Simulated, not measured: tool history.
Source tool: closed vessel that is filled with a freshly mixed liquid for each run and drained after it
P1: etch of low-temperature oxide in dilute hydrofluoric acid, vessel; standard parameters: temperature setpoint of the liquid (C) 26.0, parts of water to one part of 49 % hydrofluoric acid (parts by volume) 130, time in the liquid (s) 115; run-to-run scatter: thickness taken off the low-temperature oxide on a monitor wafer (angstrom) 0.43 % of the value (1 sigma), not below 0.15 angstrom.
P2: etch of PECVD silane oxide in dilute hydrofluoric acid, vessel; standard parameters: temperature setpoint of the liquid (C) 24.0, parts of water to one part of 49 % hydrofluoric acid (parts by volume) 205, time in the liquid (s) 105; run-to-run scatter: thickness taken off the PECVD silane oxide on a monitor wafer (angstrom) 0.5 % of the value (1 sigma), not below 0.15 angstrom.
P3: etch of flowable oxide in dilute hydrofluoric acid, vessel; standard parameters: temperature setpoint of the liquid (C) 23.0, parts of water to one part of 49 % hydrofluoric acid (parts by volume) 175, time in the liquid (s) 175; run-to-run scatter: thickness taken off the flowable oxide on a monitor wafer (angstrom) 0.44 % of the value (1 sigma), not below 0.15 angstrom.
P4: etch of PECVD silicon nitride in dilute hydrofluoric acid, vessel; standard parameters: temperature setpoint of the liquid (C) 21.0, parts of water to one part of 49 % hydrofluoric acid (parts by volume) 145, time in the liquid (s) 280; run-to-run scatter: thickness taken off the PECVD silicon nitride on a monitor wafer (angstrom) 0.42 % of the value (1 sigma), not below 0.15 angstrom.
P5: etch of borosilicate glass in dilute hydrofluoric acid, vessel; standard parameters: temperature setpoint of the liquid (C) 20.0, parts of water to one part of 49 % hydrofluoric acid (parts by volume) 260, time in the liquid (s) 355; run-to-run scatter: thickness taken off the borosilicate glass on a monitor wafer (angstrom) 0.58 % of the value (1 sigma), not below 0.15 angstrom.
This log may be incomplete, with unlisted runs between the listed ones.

| run | day | process that ran | temperature setpoint of the liquid (C) | parts of water to one part of 49 % hydrofluoric acid (parts by volume) | time in the liquid (s) | thickness taken off the low-temperature oxide on a monitor wafer (angstrom) | thickness taken off the flowable oxide on a monitor wafer (angstrom) | thickness taken off the PECVD silicon nitride on a monitor wafer (angstrom) | thickness taken off the borosilicate glass on a monitor wafer (angstrom) | thickness taken off the PECVD silane oxide on a monitor wafer (angstrom) |
|---|---|---|---|---|---|---|---|---|---|---|
| 1 | 0.475 | P1 | 26.0 | 130 | 115 | 324.13 |  |  |  |  |
| 2 | 1.054 | P3 | 23.0 | 110 | 175 |  | 600.89 |  |  |  |
| 3 | 1.421 | P4 | 21.0 | 220 | 280 |  |  | 62.277 |  |  |
| 4 | 1.729 | P5 | 20.0 | 135 | 355 |  |  |  | 703.89 |  |
| 5 | 2.179 | P2 | 24.0 | 85 | 105 |  |  |  |  | 394.73 |
| 6 | 2.650 | P3 | 30.0 | 175 | 175 |  | 453.98 |  |  |  |
| 7 | 3.008 | P1 | 26.0 | 130 | 115 | 324.06 |  |  |  |  |
| 8 | 3.467 | P5 | 20.0 | 260 | 585 |  |  |  | 531.53 |  |
| 9 | 3.858 | P1 | 26.0 | 130 | 220 | 621.21 |  |  |  |  |
| 10 | 4.329 | P4 | 21.0 | 145 | 280 |  |  | 93.329 |  |  |
| 11 | 4.779 | P4 | 17.0 | 145 | 280 |  |  | 71.328 |  |  |
| 12 | 5.358 | P4 | 21.0 | 145 | 115 |  |  | 38.031 |  |  |
| 13 | 5.783 | P3 | 23.0 | 175 | 175 |  | 350.65 |  |  |  |
| 14 | 6.154 | P5 | 20.0 | 260 | 355 |  |  |  | 321.75 |  |
| 15 | 6.733 | P1 | 26.0 | 35 | 115 | 1357.00 |  |  |  |  |
| 16 | 7.200 | P1 | 26.0 | 130 | 115 | 324.16 |  |  |  |  |
|  | 7.238 | hydrofluoric acid flow meter replaced |
| 17 | 7.671 | P1 | 26.0 | 130 | 55 | 156.36 |  |  |  |  |
| 18 | 8.158 | P1 | 26.0 | 130 | 115 | 323.45 |  |  |  |  |
| 19 | 8.438 | P5 | 26.0 | 260 | 355 |  |  |  | 398.41 |  |
| 20 | 8.838 | P1 | 26.0 | 200 | 115 | 193.66 |  |  |  |  |
| 21 | 9.146 | P5 | 20.0 | 260 | 355 |  |  |  | 321.94 |  |
| 22 | 9.454 | P1 | 32.0 | 130 | 50 | 175.35 |  |  |  |  |
| 23 | 10.012 | P4 | 21.0 | 145 | 280 |  |  | 94.041 |  |  |
| 24 | 10.367 | P1 | 19.0 | 130 | 115 | 243.81 |  |  |  |  |
| 25 | 10.925 | P2 | 24.0 | 205 | 105 |  |  |  |  | 139.71 |
| 26 | 11.362 | P2 | 24.0 | 205 | 150 |  |  |  |  | 199.86 |
| 27 | 11.862 | P1 | 30.5 | 130 | 115 | 384.18 |  |  |  |  |

Estimate the outcome of run 28 from the log above:
| 28 | 12.304 | P2 | 28.0 | 205 | 105 |  |  |  |  | ? |

thickness taken off the PECVD silane oxide on a monitor wafer (angstrom): 162.79

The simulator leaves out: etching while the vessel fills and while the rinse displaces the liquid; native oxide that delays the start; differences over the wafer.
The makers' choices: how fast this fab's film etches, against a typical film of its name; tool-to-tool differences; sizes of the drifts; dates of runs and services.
